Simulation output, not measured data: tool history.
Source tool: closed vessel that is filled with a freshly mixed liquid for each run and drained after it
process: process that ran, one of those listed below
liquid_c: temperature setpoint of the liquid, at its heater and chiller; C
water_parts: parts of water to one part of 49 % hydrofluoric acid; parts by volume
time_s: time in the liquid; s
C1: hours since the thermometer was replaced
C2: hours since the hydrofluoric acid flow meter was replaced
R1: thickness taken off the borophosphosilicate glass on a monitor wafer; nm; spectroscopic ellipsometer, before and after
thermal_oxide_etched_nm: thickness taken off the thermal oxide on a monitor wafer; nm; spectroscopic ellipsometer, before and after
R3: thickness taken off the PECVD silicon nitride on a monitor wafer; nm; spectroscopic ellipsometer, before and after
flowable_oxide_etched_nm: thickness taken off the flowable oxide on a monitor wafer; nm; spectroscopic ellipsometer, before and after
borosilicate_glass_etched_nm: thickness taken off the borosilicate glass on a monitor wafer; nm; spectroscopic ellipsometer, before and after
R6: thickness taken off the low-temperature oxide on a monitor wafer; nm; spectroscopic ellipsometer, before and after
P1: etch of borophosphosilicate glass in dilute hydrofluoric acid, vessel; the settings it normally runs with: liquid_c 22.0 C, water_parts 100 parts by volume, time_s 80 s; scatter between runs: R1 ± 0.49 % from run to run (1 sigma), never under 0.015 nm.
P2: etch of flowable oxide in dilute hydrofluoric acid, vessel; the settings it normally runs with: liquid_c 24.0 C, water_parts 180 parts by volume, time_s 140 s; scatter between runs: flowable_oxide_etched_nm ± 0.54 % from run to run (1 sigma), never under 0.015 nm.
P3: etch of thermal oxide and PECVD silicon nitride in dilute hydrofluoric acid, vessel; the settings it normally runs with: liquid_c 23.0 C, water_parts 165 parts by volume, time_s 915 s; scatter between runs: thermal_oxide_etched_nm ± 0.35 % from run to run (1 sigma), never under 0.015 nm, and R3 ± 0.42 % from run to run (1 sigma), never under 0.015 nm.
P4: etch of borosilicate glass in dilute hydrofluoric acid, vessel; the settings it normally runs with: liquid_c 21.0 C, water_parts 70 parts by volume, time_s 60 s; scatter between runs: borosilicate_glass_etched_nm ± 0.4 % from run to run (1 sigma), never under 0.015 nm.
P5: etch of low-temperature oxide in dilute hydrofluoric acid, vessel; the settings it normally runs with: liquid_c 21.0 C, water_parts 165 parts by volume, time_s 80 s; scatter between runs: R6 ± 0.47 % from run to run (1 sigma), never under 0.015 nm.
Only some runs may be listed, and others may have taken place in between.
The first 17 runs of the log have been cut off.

Run 18, hour 232.9: process P2, liquid_c 24.0 C, water_parts 180 parts by volume, time_s 140 s; C1 2031.1; C2 774.9. Result: flowable_oxide_etched_nm 39.274 nm.
Run 19, hour 240.6: process P5, liquid_c 21.0 C, water_parts 165 parts by volume, time_s 80 s; C1 2038.8; C2 782.6. Result: R6 14.835 nm.
Run 20, hour 250.2: process P1, liquid_c 22.0 C, water_parts 140 parts by volume, time_s 80 s; C1 2048.4; C2 792.2. Result: R1 20.348 nm.
Run 21, hour 264.9: process P3, liquid_c 23.0 C, water_parts 165 parts by volume, time_s 1655 s; C1 2063.1; C2 806.9. Result: thermal_oxide_etched_nm 41.972 nm, R3 53.917 nm.
Run 22, hour 276.0: process P3, liquid_c 23.0 C, water_parts 165 parts by volume, time_s 915 s; C1 2074.2; C2 818.0. Result: thermal_oxide_etched_nm 23.052 nm, R3 29.613 nm.
Run 23, hour 290.0: process P1, liquid_c 17.0 C, water_parts 100 parts by volume, time_s 80 s; C1 2088.2; C2 832.0. Result: R1 24.218 nm.
Run 24, hour 303.1: process P1, liquid_c 19.0 C, water_parts 100 parts by volume, time_s 150 s; C1 2101.3; C2 845.1. Result: R1 49.130 nm.
Run 25, hour 315.2: process P1, liquid_c 26.0 C, water_parts 100 parts by volume, time_s 80 s; C1 2113.4; C2 857.2. Result: R1 35.096 nm.
Run 26, hour 325.9: process P4, liquid_c 21.0 C, water_parts 70 parts by volume, time_s 60 s; C1 2124.1; C2 867.9. Result: borosilicate_glass_etched_nm 29.085 nm.
Run 27, hour 333.6: process P4, liquid_c 21.0 C, water_parts 35 parts by volume, time_s 60 s; C1 2131.8; C2 875.6. Result: borosilicate_glass_etched_nm 60.225 nm.
Run 28, hour 348.9: process P1, liquid_c 22.0 C, water_parts 35 parts by volume, time_s 35 s; C1 2147.1; C2 890.9. Result: R1 40.380 nm.
Run 29, hour 360.8: process P5, liquid_c 21.0 C, water_parts 65 parts by volume, time_s 80 s; C1 2159.0; C2 902.8. Result: R6 42.251 nm.
Run 30, hour 368.6: process P2, liquid_c 24.0 C, water_parts 55 parts by volume, time_s 140 s; C1 2166.8; C2 910.6. Result: flowable_oxide_etched_nm 148.060 nm.
Run 31, hour 378.5: process P1, liquid_c 22.0 C, water_parts 100 parts by volume, time_s 80 s; C1 2176.7; C2 920.5. Result: R1 29.841 nm.
Run 32, hour 392.1: process P1, liquid_c 22.0 C, water_parts 100 parts by volume, time_s 80 s; C1 2190.3; C2 934.1. Result: R1 30.038 nm.
Run 33, hour 405.2: process P1, liquid_c 22.0 C, water_parts 100 parts by volume, time_s 130 s; C1 2203.4; C2 947.2. Result: R1 48.227 nm.
Run 34, hour 415.7: process P1, liquid_c 22.0 C, water_parts 100 parts by volume, time_s 80 s; C1 2213.9; C2 957.7. Result: R1 29.696 nm.
Run 35, hour 429.5: process P1, liquid_c 22.0 C, water_parts 100 parts by volume, time_s 80 s; C1 2227.7; C2 971.5. Result: R1 31.139 nm.
Run 36, hour 441.4: process P1, liquid_c 22.0 C, water_parts 100 parts by volume, time_s 80 s; C1 2239.6; C2 983.4. Result: R1 32.103 nm.
Run 37, hour 451.2: process P1, liquid_c 22.0 C, water_parts 100 parts by volume, time_s 80 s; C1 2249.4; C2 993.2. Result: R1 31.878 nm.
Run 38, hour 463.7: process P1, liquid_c 22.0 C, water_parts 100 parts by volume, time_s 80 s; C1 2261.9; C2 1005.7. Result: R1 32.380 nm.

What does the tool deliver on the next run?
Run 39, hour 470.8: process P1, liquid_c 22.0 C, water_parts 100 parts by volume, time_s 80 s; C1 2269.0; C2 1012.8. Result: R1 ?.

Run 39 produced R1 32.513 nm.
